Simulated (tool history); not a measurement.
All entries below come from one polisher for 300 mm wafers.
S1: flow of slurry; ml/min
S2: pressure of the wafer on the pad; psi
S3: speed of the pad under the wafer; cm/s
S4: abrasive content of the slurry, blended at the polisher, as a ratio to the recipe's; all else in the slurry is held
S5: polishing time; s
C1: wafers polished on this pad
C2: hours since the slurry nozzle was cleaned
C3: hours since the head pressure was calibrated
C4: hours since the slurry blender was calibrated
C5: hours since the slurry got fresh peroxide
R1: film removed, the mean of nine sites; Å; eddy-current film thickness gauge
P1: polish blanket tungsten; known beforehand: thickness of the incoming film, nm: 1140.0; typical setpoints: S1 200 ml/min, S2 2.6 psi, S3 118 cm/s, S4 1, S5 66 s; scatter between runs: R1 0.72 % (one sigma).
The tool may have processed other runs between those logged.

| run | hour | S1 | S2 | S3 | S4 | S5 | C1 | C2 | C3 | C4 | C5 | R1 |
|---|---|---|---|---|---|---|---|---|---|---|---|---|
| 1 | 11.5 | 200 | 2.6 | 118 | 1 | 66 | 543 | 84 | 690.3 | 223.2 | 42.8 | 2607.6 |
| 2 | 19 | 200 | 2.6 | 172 | 1 | 66 | 591 | 91.5 | 697.8 | 230.7 | 50.3 | 3873.6 |
|  | 29.4 | slurry tank refilled with fresh slurry and peroxide |
| 3 | 29.5 | 200 | 2.6 | 76 | 1 | 66 | 657 | 102 | 708.3 | 241.2 | 0.2 | 1675.4 |
| 4 | 38.7 | 200 | 2.6 | 118 | 1 | 66 | 716 | 111.2 | 717.5 | 250.4 | 9.4 | 2578.9 |
| 5 | 48.1 | 135 | 2.6 | 118 | 0.8 | 66 | 775 | 120.6 | 726.9 | 259.8 | 18.8 | 2325 |
| 6 | 56.7 | 200 | 2.6 | 118 | 1 | 66 | 830 | 129.2 | 735.5 | 268.4 | 27.4 | 2623.3 |
| 7 | 62.1 | 200 | 2.6 | 118 | 1 | 104 | 864 | 134.6 | 740.9 | 273.8 | 32.8 | 4107.1 |
| 8 | 73.2 | 200 | 2.6 | 118 | 0.75 | 66 | 934 | 145.7 | 752 | 284.9 | 43.9 | 2434.4 |
| 9 | 78.9 | 255 | 2.6 | 118 | 1 | 66 | 971 | 151.4 | 757.7 | 290.6 | 49.6 | 2691.4 |
| 10 | 84.6 | 200 | 2.6 | 118 | 1 | 66 | 1007 | 157.1 | 763.4 | 296.3 | 55.3 | 2623.3 |
| 11 | 95.2 | 200 | 2.6 | 58 | 1 | 83 | 1074 | 167.7 | 774 | 306.9 | 65.9 | 1630.4 |
| 12 | 102.6 | 200 | 2.6 | 118 | 1 | 40 | 1121 | 175.1 | 781.4 | 314.3 | 73.3 | 1561.8 |
| 13 | 109.8 | 120 | 2.6 | 118 | 1 | 66 | 1166 | 182.3 | 788.6 | 321.5 | 80.5 | 2410 |
| 14 | 116.2 | 200 | 1.2 | 118 | 1 | 66 | 1207 | 188.7 | 795 | 327.9 | 86.9 | 1192.8 |
| 15 | 124.1 | 200 | 4.1 | 118 | 1 | 66 | 1257 | 196.6 | 802.9 | 335.8 | 94.8 | 4066.9 |
|  | 130.4 | worn pad replaced by a new one |
| 16 | 133.6 | 200 | 2.6 | 118 | 1.35 | 66 | 20 | 206.1 | 812.4 | 345.3 | 104.3 | 2797 |
| 17 | 142.8 | 200 | 2.6 | 118 | 1 | 66 | 78 | 215.3 | 821.6 | 354.5 | 113.5 | 2590.1 |
| 18 | 154.1 | 200 | 2.6 | 118 | 1 | 66 | 150 | 226.6 | 832.9 | 365.8 | 124.8 | 2582.5 |
| 19 | 165 | 200 | 2.6 | 118 | 1 | 66 | 219 | 237.5 | 843.8 | 376.7 | 135.7 | 2567.9 |
| 20 | 170.9 | 200 | 2.6 | 118 | 1 | 66 | 256 | 243.4 | 849.7 | 382.6 | 141.6 | 2570.9 |
| 21 | 182.1 | 200 | 2.6 | 118 | 1 | 66 | 327 | 254.6 | 860.9 | 393.8 | 152.8 | 2535.1 |

Run 22, settings as shown, results not yet in. Your forecast:
| 22 | 193.2 | 200 | 2.6 | 118 | 1 | 66 | 398 | 265.7 | 872 | 404.9 | 163.9 | ? |

R1: 2458 Å
